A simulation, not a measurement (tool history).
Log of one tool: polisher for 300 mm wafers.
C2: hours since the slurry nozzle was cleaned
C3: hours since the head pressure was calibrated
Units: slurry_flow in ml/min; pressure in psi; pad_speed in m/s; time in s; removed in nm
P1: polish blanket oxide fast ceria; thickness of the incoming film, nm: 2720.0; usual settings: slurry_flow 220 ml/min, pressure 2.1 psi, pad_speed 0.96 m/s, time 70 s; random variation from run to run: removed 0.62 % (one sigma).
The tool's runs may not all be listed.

run 1 day=0.142 | slurry_flow=220 pressure=2.1 pad_speed=0.96 time=70 | wafers_polished_on_this_pad=423 C2=30.7 C3=279.6 | removed=693.61
run 2 day=0.258 | slurry_flow=220 pressure=2.1 pad_speed=0.96 time=70 | wafers_polished_on_this_pad=453 C2=33.5 C3=282.4 | removed=691.17
run 3 day=0.45 | slurry_flow=220 pressure=2.1 pad_speed=0.96 time=100 | wafers_polished_on_this_pad=502 C2=38.1 C3=287 | removed=976.49
run 4 day=0.588 | slurry_flow=220 pressure=2.1 pad_speed=1.5 time=96 | wafers_polished_on_this_pad=537 C2=41.4 C3=290.3 | removed=1477.5
-- day=0.75 head pressure recalibrated
run 5 day=0.779 | slurry_flow=220 pressure=2.1 pad_speed=0.96 time=34 | wafers_polished_on_this_pad=587 C2=46 C3=0.7 | removed=334.9
run 6 day=1.025 | slurry_flow=220 pressure=2.1 pad_speed=0.96 time=70 | wafers_polished_on_this_pad=650 C2=51.9 C3=6.6 | removed=682.76
run 7 day=1.25 | slurry_flow=280 pressure=2.1 pad_speed=0.96 time=70 | wafers_polished_on_this_pad=708 C2=57.3 C3=12 | removed=706.6
run 8 day=1.458 | slurry_flow=220 pressure=1.1 pad_speed=0.96 time=70 | wafers_polished_on_this_pad=762 C2=62.3 C3=17 | removed=362.38
run 9 day=1.65 | slurry_flow=220 pressure=2.1 pad_speed=0.44 time=70 | wafers_polished_on_this_pad=811 C2=66.9 C3=21.6 | removed=317.07
run 10 day=1.838 | slurry_flow=220 pressure=2.1 pad_speed=0.96 time=70 | wafers_polished_on_this_pad=860 C2=71.4 C3=26.1 | removed=687.38
run 11 day=1.95 | slurry_flow=220 pressure=3.1 pad_speed=0.96 time=70 | wafers_polished_on_this_pad=889 C2=74.1 C3=28.8 | removed=1010.5
run 12 day=2.1 | slurry_flow=220 pressure=2.1 pad_speed=0.96 time=70 | wafers_polished_on_this_pad=927 C2=77.7 C3=32.4 | removed=683.48
run 13 day=2.321 | slurry_flow=220 pressure=2.8 pad_speed=0.96 time=51 | wafers_polished_on_this_pad=984 C2=83 C3=37.7 | removed=659.27
run 14 day=2.533 | slurry_flow=220 pressure=2.1 pad_speed=1.52 time=70 | wafers_polished_on_this_pad=1039 C2=88.1 C3=42.8 | removed=1090.4
run 15 day=2.729 | slurry_flow=130 pressure=2.1 pad_speed=0.96 time=70 | wafers_polished_on_this_pad=1089 C2=92.8 C3=47.5 | removed=639.65
run 16 day=2.95 | slurry_flow=220 pressure=2.1 pad_speed=0.96 time=70 | wafers_polished_on_this_pad=1146 C2=98.1 C3=52.8 | removed=689.45
run 17 day=3.146 | slurry_flow=220 pressure=2.1 pad_speed=0.96 time=70 | wafers_polished_on_this_pad=1197 C2=102.8 C3=57.5 | removed=690.45
run 18 day=3.267 | slurry_flow=220 pressure=2.1 pad_speed=0.96 time=70 | wafers_polished_on_this_pad=1228 C2=105.7 C3=60.4 | removed=685.46
run 19 day=3.508 | slurry_flow=220 pressure=2.1 pad_speed=0.96 time=70 | wafers_polished_on_this_pad=1290 C2=111.5 C3=66.2 | removed=674.8
run 20 day=3.662 | slurry_flow=220 pressure=2.1 pad_speed=0.96 time=70 | wafers_polished_on_this_pad=1330 C2=115.2 C3=69.9 | removed=668.21
run 21 day=3.862 | slurry_flow=220 pressure=2.1 pad_speed=0.96 time=70 | wafers_polished_on_this_pad=1381 C2=120 C3=74.7 | removed=665.3
-- day=3.983 worn pad replaced by a new one
run 22 day=4.004 | slurry_flow=220 pressure=2.1 pad_speed=0.96 time=70 | wafers_polished_on_this_pad=5 C2=123.4 C3=78.1 | removed=665.6
run 23 day=4.229 | slurry_flow=220 pressure=2.1 pad_speed=0.96 time=70 | wafers_polished_on_this_pad=63 C2=128.8 C3=83.5 | removed=665.2
run 24 day=4.4 | slurry_flow=220 pressure=2.1 pad_speed=0.96 time=70 | wafers_polished_on_this_pad=107 C2=132.9 C3=87.6 | removed=659.16
run 25 day=4.55 | slurry_flow=220 pressure=2.1 pad_speed=0.96 time=70 | wafers_polished_on_this_pad=146 C2=136.5 C3=91.2 | removed=658.97
run 26 day=4.796 | slurry_flow=220 pressure=2.1 pad_speed=0.96 time=70 | wafers_polished_on_this_pad=209 C2=142.4 C3=97.1 | removed=660.76

What P1 gives has crept away from where it was. These 2 causes fit the log equally well, each at the size given:
A: head's pressure below its setpoint, % = 4.51
B: slurry flow missing at the pad, % = 27.7
The creep began at about day 3.146.
Why every other cause is out:
removal rate lost through wear of the pad, %: serviced at day 3.983, which brought nothing back

4 check runs are offered, each on 3 wafers whose results are averaged, their results left as question marks. Which one tells the causes apart?
run check 1 day=5.042 | slurry_flow=130 pressure=2.1 pad_speed=0.96 time=49 | removed=?
run check 2 day=5.042 | slurry_flow=220 pressure=2.1 pad_speed=1.48 time=70 | removed=?
run check 3 day=5.042 | slurry_flow=220 pressure=3.1 pad_speed=0.96 time=94 | removed=?
run check 4 day=5.042 | slurry_flow=220 pressure=1.3 pad_speed=0.6 time=70 | removed=?

What each check would give under each cause:
check=check_1 result=removed if_A=424.3 if_B=412.32
check=check_2 result=removed if_A=1015.1 if_B=1015.1
check=check_3 result=removed if_A=1305.2 if_B=1305.2
check=check_4 result=removed if_A=254.76 if_B=254.75
How far apart the two closest causes lie, in the result that separates them most: check 1 2.86 %; check 2 0 %; check 3 0 %; check 4 0 %
Only check 1 tells the causes apart: in the others they would give nearly the same result.

Check 1 was then run and gave: removed 413.29 nm. Which cause is it?

It is B: slurry flow missing at the pad, %.

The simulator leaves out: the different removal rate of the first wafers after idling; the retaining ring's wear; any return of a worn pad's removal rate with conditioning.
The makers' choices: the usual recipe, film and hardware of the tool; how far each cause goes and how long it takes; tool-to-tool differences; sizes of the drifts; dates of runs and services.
